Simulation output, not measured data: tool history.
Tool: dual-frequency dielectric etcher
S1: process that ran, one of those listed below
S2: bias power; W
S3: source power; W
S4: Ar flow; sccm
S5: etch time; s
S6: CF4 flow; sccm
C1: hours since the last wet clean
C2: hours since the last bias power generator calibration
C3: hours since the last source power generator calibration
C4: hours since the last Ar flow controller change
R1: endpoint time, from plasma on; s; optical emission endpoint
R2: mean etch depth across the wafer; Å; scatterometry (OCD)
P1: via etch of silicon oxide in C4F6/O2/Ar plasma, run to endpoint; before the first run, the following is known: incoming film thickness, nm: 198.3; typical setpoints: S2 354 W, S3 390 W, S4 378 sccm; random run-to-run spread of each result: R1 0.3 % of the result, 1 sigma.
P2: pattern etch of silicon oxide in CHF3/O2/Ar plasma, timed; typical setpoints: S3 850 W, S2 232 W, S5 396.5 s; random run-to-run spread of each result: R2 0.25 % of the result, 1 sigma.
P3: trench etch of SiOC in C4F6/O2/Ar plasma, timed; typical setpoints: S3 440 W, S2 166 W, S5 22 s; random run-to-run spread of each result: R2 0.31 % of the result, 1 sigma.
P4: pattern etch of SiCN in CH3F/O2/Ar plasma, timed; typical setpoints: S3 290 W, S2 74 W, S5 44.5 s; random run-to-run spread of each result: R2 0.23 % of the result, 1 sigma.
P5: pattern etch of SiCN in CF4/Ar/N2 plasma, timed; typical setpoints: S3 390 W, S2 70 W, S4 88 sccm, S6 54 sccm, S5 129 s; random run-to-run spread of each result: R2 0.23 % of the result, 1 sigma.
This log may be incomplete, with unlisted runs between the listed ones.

| run | hour | S1 | S2 | S3 | S4 | S5 | S6 | C1 | C2 | C3 | C4 | R1 | R2 |
|---|---|---|---|---|---|---|---|---|---|---|---|---|---|
| 1 | 11 | P1 | 354 | 390 | 378 |  |  | 186 | 996.2 | 1342.6 | 1253.1 | 50.385 |  |
| 2 | 18.2 | P4 | 74 | 200 |  | 44.5 |  | 193.2 | 1003.4 | 1349.8 | 1260.3 |  | 128.18 |
| 3 | 29.1 | P4 | 74 | 290 |  | 44.5 |  | 204.1 | 1014.3 | 1360.7 | 1271.2 |  | 147.52 |
| 4 | 41.7 | P1 | 488 | 390 | 378 |  |  | 216.7 | 1026.9 | 1373.3 | 1283.8 | 44.691 |  |
| 5 | 48.3 | P1 | 239 | 390 | 378 |  |  | 223.3 | 1033.5 | 1379.9 | 1290.4 | 57.394 |  |
| 6 | 58.7 | P1 | 354 | 390 | 378 |  |  | 233.7 | 1043.9 | 1390.3 | 1300.8 | 50.342 |  |
| 7 | 70 | P2 | 321 | 850 |  | 396.5 |  | 245 | 1055.2 | 1401.6 | 1312.1 |  | 10801 |
|  | 71.4 | Ar flow controller replaced |
| 8 | 76.2 | P1 | 354 | 390 | 495 |  |  | 251.2 | 1061.4 | 1407.8 | 4.9 | 51.577 |  |
|  | 85.6 | source power generator calibrated |
| 9 | 85.9 | P1 | 354 | 390 | 378 |  |  | 260.9 | 1071.1 | 0.3 | 14.6 | 50.185 |  |
| 10 | 97.6 | P3 | 166 | 440 |  | 22 |  | 272.6 | 1082.8 | 12 | 26.3 |  | 459.69 |
| 11 | 104 | P5 | 70 | 540 | 88 | 129 | 54 | 279 | 1089.2 | 18.4 | 32.7 |  | 1251 |
| 12 | 115.7 | P1 | 273 | 390 | 280 |  |  | 290.7 | 1100.9 | 30.1 | 44.4 | 53.168 |  |
| 13 | 125.9 | P1 | 354 | 390 | 378 |  |  | 300.9 | 1111.1 | 40.3 | 54.6 | 50.414 |  |
| 14 | 134.1 | P5 | 70 | 390 | 88 | 129 | 73 | 309.1 | 1119.3 | 48.5 | 62.8 |  | 980.28 |
| 15 | 146.6 | P1 | 354 | 270 | 378 |  |  | 321.6 | 1131.8 | 61 | 75.3 | 57.752 |  |
| 16 | 155.3 | P2 | 232 | 850 |  | 396.5 |  | 330.3 | 1140.5 | 69.7 | 84 |  | 9654.7 |
| 17 | 166.8 | P2 | 232 | 850 |  | 596 |  | 341.8 | 1152 | 81.2 | 95.5 |  | 14483 |
| 18 | 173 | P3 | 166 | 610 |  | 22 |  | 348 | 1158.2 | 87.4 | 101.7 |  | 525.65 |
| 19 | 185 | P1 | 354 | 390 | 301 |  |  | 360 | 1170.2 | 99.4 | 113.7 | 48.949 |  |
| 20 | 196.2 | P4 | 74 | 290 |  | 24.5 |  | 371.2 | 1181.4 | 110.6 | 124.9 |  | 81.411 |
| 21 | 208 | P3 | 166 | 440 |  | 31.5 |  | 383 | 1193.2 | 122.4 | 136.7 |  | 663.07 |
| 22 | 216.2 | P2 | 232 | 1020 |  | 396.5 |  | 391.2 | 1201.4 | 130.6 | 144.9 |  | 10327 |
| 23 | 226.2 | P5 | 70 | 390 | 88 | 173.5 | 54 | 401.2 | 1211.4 | 140.6 | 154.9 |  | 1264.2 |
| 24 | 238.9 | P4 | 74 | 290 |  | 44.5 |  | 413.9 | 1224.1 | 153.3 | 167.6 |  | 147.6 |
| 25 | 246.2 | P2 | 232 | 850 |  | 396.5 |  | 421.2 | 1231.4 | 160.6 | 174.9 |  | 9654.7 |
| 26 | 258.7 | P1 | 354 | 390 | 378 |  |  | 433.7 | 1243.9 | 173.1 | 187.4 | 50.338 |  |
| 27 | 268.5 | P5 | 89 | 390 | 88 | 129 | 54 | 443.5 | 1253.7 | 182.9 | 197.2 |  | 1028.5 |
| 28 | 281.6 | P3 | 98 | 440 |  | 22 |  | 456.6 | 1266.8 | 196 | 210.3 |  | 396.08 |
| 29 | 291.6 | P4 | 93 | 290 |  | 44.5 |  | 466.6 | 1276.8 | 206 | 220.3 |  | 160.94 |
|  | 300.1 | wet clean of the chamber |
| 30 | 300.1 | P5 | 70 | 390 | 71 | 129 | 54 | 0.1 | 1285.3 | 214.5 | 228.8 |  | 970.87 |
| 31 | 312.8 | P1 | 447 | 390 | 259 |  |  | 12.8 | 1298 | 227.2 | 241.5 | 44.463 |  |
| 32 | 326 | P5 | 70 | 390 | 88 | 129 | 54 | 26 | 1311.2 | 240.4 | 254.7 |  | 938.76 |
| 33 | 332.3 | P1 | 225 | 530 | 378 |  |  | 32.3 | 1317.5 | 246.7 | 261 | 51.945 |  |
| 34 | 339.7 | P1 | 354 | 510 | 378 |  |  | 39.7 | 1324.9 | 254.1 | 268.4 | 45.548 |  |
| 35 | 351.1 | P1 | 354 | 390 | 378 |  |  | 51.1 | 1336.3 | 265.5 | 279.8 | 50.236 |  |
| 36 | 360.1 | P1 | 354 | 390 | 378 |  |  | 60.1 | 1345.3 | 274.5 | 288.8 | 49.84 |  |
| 37 | 367.3 | P1 | 354 | 390 | 378 |  |  | 67.3 | 1352.5 | 281.7 | 296 | 49.838 |  |
|  | 377.9 | wet clean of the chamber |
| 38 | 380.3 | P1 | 354 | 390 | 378 |  |  | 2.4 | 1365.5 | 294.7 | 309 | 49.772 |  |
| 39 | 386.7 | P1 | 354 | 390 | 378 |  |  | 8.8 | 1371.9 | 301.1 | 315.4 | 49.575 |  |
| 40 | 398.8 | P1 | 354 | 390 | 378 |  |  | 20.9 | 1384 | 313.2 | 327.5 | 49.625 |  |
|  | 399.7 | Ar flow controller replaced |
| 41 | 412.6 | P1 | 354 | 390 | 378 |  |  | 34.7 | 1397.8 | 327 | 13 | 49.698 |  |
| 42 | 422.2 | P1 | 354 | 390 | 378 |  |  | 44.3 | 1407.4 | 336.6 | 22.6 | 49.407 |  |

The output of P1 has drifted from where it used to be. Each of the 2 causes below, taken at the size shown beside it, accounts for the log equally well:
A: source power that arrives over what is set, % = 4.1
B: bias power that arrives over what is set, % = 4.31
The process output started creeping at around hour 351.1.
Why every other cause is out:
chamber walls in a state that raises the etch rate, %: work on it at hour 377.9, done after the drift set in, did not restore what the process gave before
Ar flow that arrives under what is set, %: work on it at hour 399.7, done after the drift set in, did not restore what the process gave before

Listed below are the offered check runs, one wafer per run, with question marks in place of results. For which of them would the causes give clearly different outcomes?
| check 1 | 431.8 | P2 | 232 | 1020 |  | 396.5 |  |  |  |  |  |  | ? |
| check 2 | 431.8 | P4 | 74 | 220 |  | 25.5 |  |  |  |  |  |  | ? |
| check 3 | 431.8 | P3 | 100 | 590 |  | 22 |  |  |  |  |  |  | ? |
| check 4 | 431.8 | P5 | 70 | 480 | 88 | 173 | 54 |  |  |  |  |  | ? |

What every check run would give for each of its results, assuming each possible cause in turn:
| check | result | if A | if B |
|---|---|---|---|
| check 1 | R2 | 10491 | 10482 |
| check 2 | R2 | 77.474 | 77.537 |
| check 3 | R2 | 457.4 | 455.02 |
| check 4 | R2 | 1569.6 | 1537.9 |
Smallest distance between any two causes, each pair judged by its most separating result, in per cent: check 1 0.09 %; check 2 0.08 %; check 3 0.52 %; check 4 2.04 %
Check 4 is the one run that separates the causes; every other check would come out nearly the same whichever cause is at work.

Running check 4 produced the following: R2 1568.3 Å. Which one of the listed causes fits?

Of the candidate causes, it is A: source power that arrives over what is set, %.
